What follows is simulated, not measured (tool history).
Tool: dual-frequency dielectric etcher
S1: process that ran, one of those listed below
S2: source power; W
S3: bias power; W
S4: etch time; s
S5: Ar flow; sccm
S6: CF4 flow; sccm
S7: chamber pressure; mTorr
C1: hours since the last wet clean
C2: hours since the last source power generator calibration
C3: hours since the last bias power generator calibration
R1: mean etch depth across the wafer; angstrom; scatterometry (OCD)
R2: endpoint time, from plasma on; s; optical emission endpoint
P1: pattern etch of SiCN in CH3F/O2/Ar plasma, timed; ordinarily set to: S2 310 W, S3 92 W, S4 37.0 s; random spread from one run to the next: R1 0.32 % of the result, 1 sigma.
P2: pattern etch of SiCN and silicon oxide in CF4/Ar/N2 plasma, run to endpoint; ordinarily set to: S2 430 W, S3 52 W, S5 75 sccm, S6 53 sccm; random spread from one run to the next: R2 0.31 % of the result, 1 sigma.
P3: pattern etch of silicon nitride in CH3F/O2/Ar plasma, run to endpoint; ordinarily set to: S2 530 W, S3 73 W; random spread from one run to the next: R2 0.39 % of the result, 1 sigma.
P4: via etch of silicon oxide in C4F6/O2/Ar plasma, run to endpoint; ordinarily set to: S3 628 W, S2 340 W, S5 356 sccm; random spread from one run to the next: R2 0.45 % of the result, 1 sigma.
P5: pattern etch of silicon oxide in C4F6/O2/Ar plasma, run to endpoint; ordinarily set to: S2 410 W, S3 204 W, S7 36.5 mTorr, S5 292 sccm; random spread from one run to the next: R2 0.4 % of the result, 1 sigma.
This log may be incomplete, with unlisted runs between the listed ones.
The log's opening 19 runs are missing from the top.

run	hour	S1	S2	S3	S4	S5	S6	S7	C1	C2	C3	R1	R2
20	242.9	P1	310	92	26.5				460.1	1298.4	973.1	97.946	
21	250.5	P2	430	52		75	53		467.7	1306.0	980.7		21.064
22	262.0	P2	430	52		54	53		479.2	1317.5	992.2		19.963
23	276.5	P1	310	66	37.0				493.7	1332.0	1006.7	120.700	
24	287.6	P4	340	628		356			504.8	1343.1	1017.8		27.184
25	301.7	P1	310	92	37.0				518.9	1357.2	1031.9	136.300	
26	317.7	P1	250	92	44.0				534.9	1373.2	1047.9	149.870	
27	332.2	P5	410	204		292		36.5	549.4	1387.7	1062.4		13.517
28	340.0	P1	310	92	55.0				557.2	1395.5	1070.2	201.710	
29	354.4	P4	340	463		356			571.6	1409.9	1084.6		30.673
30	365.7	P4	340	628		356			582.9	1421.2	1095.9		27.187
31	381.7	P3	530	73					598.9	1437.2	1111.9		64.427
32	393.2	P5	410	159		292		36.5	610.4	1448.7	1123.4		14.644
33	401.0	P5	410	204		292		36.5	618.2	1456.5	1131.2		13.734
34	412.3	P3	670	73					629.5	1467.8	1142.5		58.813
35	425.3	P1	310	92	37.0				642.5	1480.8	1155.5	135.940	
36	432.9	P1	310	92	37.0				650.1	1488.4	1163.1	135.220	

What will run 37 give?
37	448.4	P1	310	92	37.0				665.6	1503.9	1178.6	?	

R1: 134.160 angstrom
